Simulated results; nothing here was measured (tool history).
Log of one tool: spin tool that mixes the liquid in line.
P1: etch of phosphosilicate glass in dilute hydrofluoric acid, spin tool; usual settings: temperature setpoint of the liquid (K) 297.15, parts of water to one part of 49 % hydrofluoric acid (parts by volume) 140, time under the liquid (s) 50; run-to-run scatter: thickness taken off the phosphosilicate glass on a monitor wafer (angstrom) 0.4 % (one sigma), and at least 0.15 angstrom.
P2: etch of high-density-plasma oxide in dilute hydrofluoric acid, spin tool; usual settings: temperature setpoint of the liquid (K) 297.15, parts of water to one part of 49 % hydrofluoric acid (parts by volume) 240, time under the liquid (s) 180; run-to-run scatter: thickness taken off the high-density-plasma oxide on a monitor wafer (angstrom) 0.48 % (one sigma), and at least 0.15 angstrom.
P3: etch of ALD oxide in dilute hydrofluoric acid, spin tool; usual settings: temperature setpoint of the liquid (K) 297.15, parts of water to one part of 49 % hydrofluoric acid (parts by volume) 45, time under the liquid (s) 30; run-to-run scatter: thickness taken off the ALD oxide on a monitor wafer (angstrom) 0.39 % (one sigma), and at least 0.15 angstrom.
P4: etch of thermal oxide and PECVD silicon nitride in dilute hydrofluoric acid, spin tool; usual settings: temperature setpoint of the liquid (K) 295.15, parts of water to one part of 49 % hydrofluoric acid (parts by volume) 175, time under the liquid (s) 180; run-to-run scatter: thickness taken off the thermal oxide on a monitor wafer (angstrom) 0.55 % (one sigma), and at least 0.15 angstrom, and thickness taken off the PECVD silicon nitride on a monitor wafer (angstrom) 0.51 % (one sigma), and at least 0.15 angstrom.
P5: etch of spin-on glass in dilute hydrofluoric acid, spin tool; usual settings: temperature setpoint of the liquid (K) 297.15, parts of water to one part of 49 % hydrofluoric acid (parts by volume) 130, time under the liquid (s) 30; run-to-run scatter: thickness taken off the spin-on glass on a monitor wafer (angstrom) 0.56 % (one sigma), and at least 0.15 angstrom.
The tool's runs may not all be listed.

run,hour,process that ran,temperature setpoint of the liquid (K),parts of water to one part of 49 % hydrofluoric acid (parts by volume),time under the liquid (s),hours since the thermometer was replaced,hours since the hydrofluoric acid flow meter was replaced,thickness taken off the phosphosilicate glass on a monitor wafer (angstrom),thickness taken off the high-density-plasma oxide on a monitor wafer (angstrom),thickness taken off the ALD oxide on a monitor wafer (angstrom),thickness taken off the thermal oxide on a monitor wafer (angstrom),thickness taken off the PECVD silicon nitride on a monitor wafer (angstrom),thickness taken off the spin-on glass on a monitor wafer (angstrom)
1,8.1,P1,297.15,140,50,812.2,328.4,444.26,,,,,
2,20.6,P1,293.15,55,50,824.7,340.9,1067.3,,,,,
3,32.5,P2,290.65,240,180,836.6,352.8,,39.708,,,,
4,41.3,P3,297.15,45,60,845.4,361.6,,,242.01,,,
5,51.9,P2,297.15,240,180,856,372.2,,50.917,,,,
6,61.7,P1,297.15,140,50,865.8,382,448.7,,,,,
7,70.7,P1,297.15,140,80,874.8,391,715.26,,,,,
8,82.3,P1,297.15,220,50,886.4,402.6,259.46,,,,,
9,90.2,P1,297.15,140,15,894.3,410.5,134.66,,,,,
10,98.8,P2,297.15,240,180,902.9,419.1,,50.921,,,,
11,108.8,P4,303.15,175,180,912.9,429.1,,,,58.219,76.211,
12,117.1,P1,297.15,215,75,921.2,437.4,401.04,,,,,
13,128.9,P3,297.15,75,30,933,449.2,,,70.286,,,
14,141.5,P5,297.15,25,30,945.6,461.8,,,,,,713.84
15,154,P4,295.15,175,365,958.1,474.3,,,,88.448,93.111,
16,161.6,P5,297.15,130,30,965.7,481.9,,,,,,118.53
17,169.8,P1,297.15,140,50,973.9,490.1,446.96,,,,,
18,179.7,P1,292.15,140,50,983.8,500,365.93,,,,,
19,191.4,P1,297.15,40,50,995.5,511.7,1783.7,,,,,
20,202.3,P3,297.15,45,30,1006.4,522.6,,,120.78,,,
21,210.8,P1,297.15,140,50,1014.9,531.1,450.89,,,,,
22,222.8,P3,292.15,45,30,1026.9,543.1,,,97.702,,,
23,236.5,P4,295.15,175,180,1040.6,556.8,,,,43.281,45.769,
24,242.9,P1,297.15,140,50,1047,563.2,446.76,,,,,
25,253.5,P2,297.15,240,15,1057.6,573.8,,4.4485,,,,
26,262.7,P5,305.15,130,30,1066.8,583,,,,,,161.6
27,270.8,P1,303.15,140,50,1074.9,591.1,560.2,,,,,
28,280.5,P4,295.15,175,180,1084.6,600.8,,,,43.653,45.727,
29,294.1,P2,297.15,50,180,1098.2,614.4,,304.04,,,,
30,307.8,P4,295.15,250,180,1111.9,628.1,,,,28.252,32.463,
31,321.3,P5,297.15,130,15,1125.4,641.6,,,,,,59.998
32,332.4,P1,297.15,140,50,1136.5,652.7,446.36,,,,,
33,345,P1,297.15,140,50,1149.1,665.3,448.15,,,,,
34,356.8,P1,297.15,140,50,1160.9,677.1,462.33,,,,,
35,365.6,P1,297.15,140,50,1169.7,685.9,469.33,,,,,
36,377.8,P1,297.15,140,50,1181.9,698.1,478.36,,,,,
37,385.4,P1,297.15,140,50,1189.5,705.7,480.66,,,,,
38,396.4,P1,297.15,140,50,1200.5,716.7,484.49,,,,,
39,408.2,P1,297.15,140,50,1212.3,728.5,485.79,,,,,
40,416.8,P1,297.15,140,50,1220.9,737.1,483.62,,,,,
41,429.5,P1,297.15,140,50,1233.6,749.8,484.77,,,,,

What P1 gives has crept away from where it was. These 2 causes fit the log equally well, each at the size given:
A: hydrofluoric acid flow above the setpoint (%) = 7.14
B: liquid hotter than its thermometer reads (K) = 2.1
The creep began at about hour 345.

4 check runs are offered, one wafer each, their results left as question marks. Which one tells the causes apart?
check 1,442.2,P2,297.15,80,15,,,,?,,,,
check 2,442.2,P5,301.65,60,30,,,,,,,,?
check 3,442.2,P3,297.15,75,30,,,,,?,,,
check 4,442.2,P4,295.15,240,345,,,,,,?,?,

What each check would give under each cause:
check,result,if A,if B
check 1,thickness taken off the high-density-plasma oxide on a monitor wafer (angstrom),16.382,16.513
check 2,thickness taken off the spin-on glass on a monitor wafer (angstrom),363.3,365.88
check 3,thickness taken off the ALD oxide on a monitor wafer (angstrom),75.373,76.024
check 4,thickness taken off the thermal oxide on a monitor wafer (angstrom),61.624,61.112
check 4,thickness taken off the PECVD silicon nitride on a monitor wafer (angstrom),68.941,73.534
How far apart the two closest causes lie, in the result that separates them most: check 1 0.79 %; check 2 0.71 %; check 3 0.86 %; check 4 6.45 %
Check 4 tells the causes apart: in the others they would give nearly the same result.

Check 4 was then run and gave: thickness taken off the thermal oxide on a monitor wafer (angstrom) 61.019; thickness taken off the PECVD silicon nitride on a monitor wafer (angstrom) 69.569. Which cause is it?

It is A: hydrofluoric acid flow above the setpoint (%).
